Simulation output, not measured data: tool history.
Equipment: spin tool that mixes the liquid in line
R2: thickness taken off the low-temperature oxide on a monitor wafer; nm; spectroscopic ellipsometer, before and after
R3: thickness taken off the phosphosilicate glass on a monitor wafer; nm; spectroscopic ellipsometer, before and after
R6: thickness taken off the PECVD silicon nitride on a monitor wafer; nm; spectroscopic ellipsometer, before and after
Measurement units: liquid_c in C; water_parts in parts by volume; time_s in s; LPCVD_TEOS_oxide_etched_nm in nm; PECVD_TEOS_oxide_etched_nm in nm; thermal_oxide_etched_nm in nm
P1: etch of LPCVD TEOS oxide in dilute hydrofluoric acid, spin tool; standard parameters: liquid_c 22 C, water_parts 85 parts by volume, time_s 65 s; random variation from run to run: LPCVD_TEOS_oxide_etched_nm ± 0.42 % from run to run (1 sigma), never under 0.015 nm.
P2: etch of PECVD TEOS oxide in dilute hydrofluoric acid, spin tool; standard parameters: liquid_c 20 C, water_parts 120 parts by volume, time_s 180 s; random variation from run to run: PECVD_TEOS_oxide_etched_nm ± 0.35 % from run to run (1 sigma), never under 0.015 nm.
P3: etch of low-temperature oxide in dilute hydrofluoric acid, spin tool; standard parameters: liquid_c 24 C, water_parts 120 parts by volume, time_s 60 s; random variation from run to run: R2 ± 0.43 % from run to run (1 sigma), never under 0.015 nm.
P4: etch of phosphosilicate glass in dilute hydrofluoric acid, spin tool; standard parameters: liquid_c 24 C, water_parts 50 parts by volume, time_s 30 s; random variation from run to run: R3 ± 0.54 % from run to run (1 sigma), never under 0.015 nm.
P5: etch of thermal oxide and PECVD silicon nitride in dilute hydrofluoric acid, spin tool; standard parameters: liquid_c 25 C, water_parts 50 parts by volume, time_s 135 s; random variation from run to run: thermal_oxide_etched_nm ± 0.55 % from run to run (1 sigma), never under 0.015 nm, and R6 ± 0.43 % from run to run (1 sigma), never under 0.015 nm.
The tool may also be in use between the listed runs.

Run 1, day 0.458: process P1, liquid_c 22 C, water_parts 85 parts by volume, time_s 65 s. Result: LPCVD_TEOS_oxide_etched_nm 39.94 nm.
Run 2, day 0.858: process P1, liquid_c 22 C, water_parts 145 parts by volume, time_s 15 s. Result: LPCVD_TEOS_oxide_etched_nm 4.9977 nm.
Run 3, day 1.079: process P1, liquid_c 22 C, water_parts 125 parts by volume, time_s 125 s. Result: LPCVD_TEOS_oxide_etched_nm 50.078 nm.
Run 4, day 1.367: process P3, liquid_c 24 C, water_parts 120 parts by volume, time_s 60 s. Result: R2 9.3263 nm.
Run 5, day 1.725: process P1, liquid_c 22 C, water_parts 85 parts by volume, time_s 65 s. Result: LPCVD_TEOS_oxide_etched_nm 40.057 nm.
Run 6, day 2.112: process P1, liquid_c 22 C, water_parts 85 parts by volume, time_s 65 s. Result: LPCVD_TEOS_oxide_etched_nm 40.014 nm.
Run 7, day 2.438: process P4, liquid_c 29.5 C, water_parts 50 parts by volume, time_s 30 s. Result: R3 47.169 nm.
Run 8, day 2.742: process P2, liquid_c 27 C, water_parts 120 parts by volume, time_s 180 s. Result: PECVD_TEOS_oxide_etched_nm 14.435 nm.
Run 9, day 3.017: process P2, liquid_c 20 C, water_parts 40 parts by volume, time_s 180 s. Result: PECVD_TEOS_oxide_etched_nm 36.045 nm.
Run 10, day 3.325: process P4, liquid_c 24 C, water_parts 50 parts by volume, time_s 45 s. Result: R3 56.221 nm.
Run 11, day 3.525: process P3, liquid_c 30.5 C, water_parts 120 parts by volume, time_s 60 s. Result: R2 12.076 nm.
Run 12, day 3.879: process P5, liquid_c 25 C, water_parts 50 parts by volume, time_s 135 s. Result: thermal_oxide_etched_nm 13.757 nm, R6 9.6764 nm.
Run 13, day 4.15: process P5, liquid_c 25 C, water_parts 50 parts by volume, time_s 270 s. Result: thermal_oxide_etched_nm 27.509 nm, R6 19.357 nm.
Run 14, day 4.375: process P4, liquid_c 24 C, water_parts 50 parts by volume, time_s 30 s. Result: R3 37.699 nm.
Run 15, day 4.788: process P5, liquid_c 25 C, water_parts 75 parts by volume, time_s 135 s. Result: thermal_oxide_etched_nm 8.9101 nm, R6 6.4784 nm.
Run 16, day 5.204: process P1, liquid_c 22 C, water_parts 25 parts by volume, time_s 65 s. Result: LPCVD_TEOS_oxide_etched_nm 147.91 nm.
Run 17, day 5.446: process P2, liquid_c 20 C, water_parts 120 parts by volume, time_s 355 s. Result: PECVD_TEOS_oxide_etched_nm 21.427 nm.
Run 18, day 5.792: process P5, liquid_c 18 C, water_parts 50 parts by volume, time_s 135 s. Result: thermal_oxide_etched_nm 10.288 nm, R6 5.9872 nm.
Run 19, day 6.158: process P5, liquid_c 25 C, water_parts 50 parts by volume, time_s 135 s. Result: thermal_oxide_etched_nm 13.859 nm, R6 9.6369 nm.
Run 20, day 6.458: process P1, liquid_c 26.5 C, water_parts 85 parts by volume, time_s 120 s. Result: LPCVD_TEOS_oxide_etched_nm 88.845 nm.
Run 21, day 6.704: process P3, liquid_c 24 C, water_parts 120 parts by volume, time_s 105 s. Result: R2 16.433 nm.
Run 22, day 7.071: process P4, liquid_c 24 C, water_parts 90 parts by volume, time_s 30 s. Result: R3 19.91 nm.
Run 23, day 7.304: process P1, liquid_c 22 C, water_parts 140 parts by volume, time_s 65 s. Result: LPCVD_TEOS_oxide_etched_nm 22.99 nm.
Run 24, day 7.596: process P1, liquid_c 22 C, water_parts 85 parts by volume, time_s 15 s. Result: LPCVD_TEOS_oxide_etched_nm 9.3238 nm.
Run 25, day 7.812: process P3, liquid_c 24 C, water_parts 55 parts by volume, time_s 60 s. Result: R2 22.128 nm.
Run 26, day 8.067: process P1, liquid_c 28 C, water_parts 85 parts by volume, time_s 65 s. Result: LPCVD_TEOS_oxide_etched_nm 50.641 nm.
Run 27, day 8.533: process P1, liquid_c 17.5 C, water_parts 85 parts by volume, time_s 65 s. Result: LPCVD_TEOS_oxide_etched_nm 33.23 nm.
Run 28, day 8.771: process P4, liquid_c 24 C, water_parts 50 parts by volume, time_s 30 s. Result: R3 38.285 nm.
Run 29, day 9.104: process P2, liquid_c 20 C, water_parts 120 parts by volume, time_s 180 s. Result: PECVD_TEOS_oxide_etched_nm 10.88 nm.
Run 30, day 9.517: process P1, liquid_c 22 C, water_parts 85 parts by volume, time_s 125 s. Result: LPCVD_TEOS_oxide_etched_nm 76.699 nm.
Run 31, day 9.904: process P1, liquid_c 22 C, water_parts 85 parts by volume, time_s 65 s. Result: LPCVD_TEOS_oxide_etched_nm 40.397 nm.
Run 32, day 10.15: process P1, liquid_c 22 C, water_parts 85 parts by volume, time_s 65 s. Result: LPCVD_TEOS_oxide_etched_nm 40.178 nm.
Run 33, day 10.417: process P1, liquid_c 22 C, water_parts 85 parts by volume, time_s 65 s. Result: LPCVD_TEOS_oxide_etched_nm 41.138 nm.
Run 34, day 10.642: process P1, liquid_c 22 C, water_parts 85 parts by volume, time_s 65 s. Result: LPCVD_TEOS_oxide_etched_nm 42.497 nm.
Run 35, day 10.958: process P1, liquid_c 22 C, water_parts 85 parts by volume, time_s 65 s. Result: LPCVD_TEOS_oxide_etched_nm 43.008 nm.

What will run 36 give?
Run 36, day 11.3: process P1, liquid_c 22 C, water_parts 85 parts by volume, time_s 65 s. Result: LPCVD_TEOS_oxide_etched_nm ?.

{"run 36": {"LPCVD_TEOS_oxide_etched_nm": 43.822}}
